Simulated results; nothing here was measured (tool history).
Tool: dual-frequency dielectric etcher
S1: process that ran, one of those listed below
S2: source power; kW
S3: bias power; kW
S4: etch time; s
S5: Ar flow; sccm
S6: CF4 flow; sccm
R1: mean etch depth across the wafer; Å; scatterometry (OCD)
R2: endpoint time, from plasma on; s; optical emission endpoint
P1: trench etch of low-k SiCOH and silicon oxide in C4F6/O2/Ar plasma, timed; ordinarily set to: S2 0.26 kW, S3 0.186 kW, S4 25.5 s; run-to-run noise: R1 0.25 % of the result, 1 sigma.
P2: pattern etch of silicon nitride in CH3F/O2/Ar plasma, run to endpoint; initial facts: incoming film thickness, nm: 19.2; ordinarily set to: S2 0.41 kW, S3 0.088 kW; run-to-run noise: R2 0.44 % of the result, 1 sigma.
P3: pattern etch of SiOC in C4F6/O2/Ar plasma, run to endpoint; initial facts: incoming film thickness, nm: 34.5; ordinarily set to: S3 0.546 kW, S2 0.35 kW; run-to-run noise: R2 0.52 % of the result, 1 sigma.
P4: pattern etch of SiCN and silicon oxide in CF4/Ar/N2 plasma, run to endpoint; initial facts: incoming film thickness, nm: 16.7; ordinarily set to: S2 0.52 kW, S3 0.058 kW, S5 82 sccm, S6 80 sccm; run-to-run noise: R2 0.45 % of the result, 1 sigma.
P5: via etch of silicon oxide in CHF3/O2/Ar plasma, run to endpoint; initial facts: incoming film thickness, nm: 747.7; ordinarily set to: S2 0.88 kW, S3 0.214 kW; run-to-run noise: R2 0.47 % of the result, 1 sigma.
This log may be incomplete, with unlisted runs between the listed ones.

run,hour,S1,S2,S3,S4,S5,S6,R1,R2
1,6.5,P1,0.26,0.186,25.5,,,665.96,
2,13.6,P2,0.41,0.088,,,,,25.668
3,19.5,P1,0.26,0.186,25.5,,,667.65,
4,25.8,P5,0.88,0.255,,,,,289.61
5,31,P4,0.52,0.047,,82,80,,18.262
6,34.9,P1,0.17,0.186,33,,,731.29,
7,41.2,P4,0.52,0.058,,82,110,,16.578
8,46.1,P5,1.16,0.214,,,,,277.12
9,50.8,P1,0.26,0.186,35.5,,,924.48,
10,58.2,P2,0.41,0.119,,,,,23.282
11,62,P5,0.88,0.214,,,,,306.75
12,67.4,P3,0.35,0.546,,,,,11.935
13,73.3,P3,0.5,0.546,,,,,10.45
14,79.8,P4,0.67,0.058,,82,80,,13.871
15,84,P1,0.26,0.186,25.5,,,666.52,
16,89.6,P4,0.52,0.058,,82,80,,17.146
17,95.5,P4,0.52,0.058,,107,80,,17.856
18,101.7,P1,0.26,0.186,25.5,,,663.79,
19,109.2,P1,0.26,0.186,19.5,,,509.71,
20,114.9,P2,0.54,0.088,,,,,23.314
21,118.7,P3,0.35,0.744,,,,,10.589
22,123.6,P1,0.26,0.141,17.5,,,418.3,
23,131.2,P1,0.31,0.186,25.5,,,712.84,
24,135.9,P5,0.88,0.214,,,,,307.01
25,140,P3,0.35,0.546,,,,,11.923
26,146.6,P1,0.26,0.186,25.5,,,665.76,
27,153.4,P1,0.26,0.186,25.5,,,668.08,
28,161.1,P1,0.26,0.119,33.5,,,762.21,
29,165.9,P1,0.26,0.228,25.5,,,714.55,
30,169.6,P1,0.16,0.186,25.5,,,553.55,
31,176,P2,0.41,0.088,,,,,25.822
32,181.2,P1,0.26,0.186,25.5,,,661.97,
33,185.8,P1,0.26,0.138,25.5,,,604.44,
34,189.9,P1,0.26,0.186,25.5,,,665.52,
35,195.4,P1,0.26,0.186,25.5,,,659.96,
36,201.3,P1,0.26,0.186,25.5,,,659.55,
37,206.3,P1,0.26,0.186,25.5,,,656.6,
# hour 208.4: wet clean of the chamber
38,212.5,P1,0.26,0.186,25.5,,,658.08,
39,217.2,P1,0.26,0.186,25.5,,,655.96,
40,224.7,P1,0.26,0.186,25.5,,,656.3,
41,228.2,P1,0.26,0.186,25.5,,,657.38,

What P1 gives has crept off from where it sat before. The 2 causes that follow fit the log equally well, each at the size noted:
A: source power that arrives under what is set, % = 4.04
B: bias power that arrives under what is set, % = 4.75
The process output started creeping at around hour 189.9.
Why every other cause is out:
chamber walls in a state that lowers the etch rate, %: serviced after onset, at hour 208.4, with no recovery of the prior output

Consider the 4 check runs below, whose results appear as question marks and each of which averages 2 wafers. Which one distinguishes the causes, in that each cause would give it a clearly different result?
check 1,231.7,P4,0.62,0.058,,82,104,,?
check 2,231.7,P3,0.46,0.546,,,,,?
check 3,231.7,P5,1.08,0.214,,,,,?
check 4,231.7,P2,0.53,0.119,,,,,?

Predicted outcomes, by check and by cause:
check,result,if A,if B
check 1,R2,14.761,14.421
check 2,R2,10.963,10.997
check 3,R2,288.48,288.59
check 4,R2,21.256,21.315
Minimum pairwise separation of causes per check, each pair taken at its best-separating result: check 1 2.33 %; check 2 0.3 %; check 3 0.04 %; check 4 0.27 %
Check 1 tells the causes apart: in the others they would give nearly the same result.

Running check 1 produced the following: R2 14.749 s. Which one of the listed causes fits?

It was cause A: source power that arrives under what is set, %.

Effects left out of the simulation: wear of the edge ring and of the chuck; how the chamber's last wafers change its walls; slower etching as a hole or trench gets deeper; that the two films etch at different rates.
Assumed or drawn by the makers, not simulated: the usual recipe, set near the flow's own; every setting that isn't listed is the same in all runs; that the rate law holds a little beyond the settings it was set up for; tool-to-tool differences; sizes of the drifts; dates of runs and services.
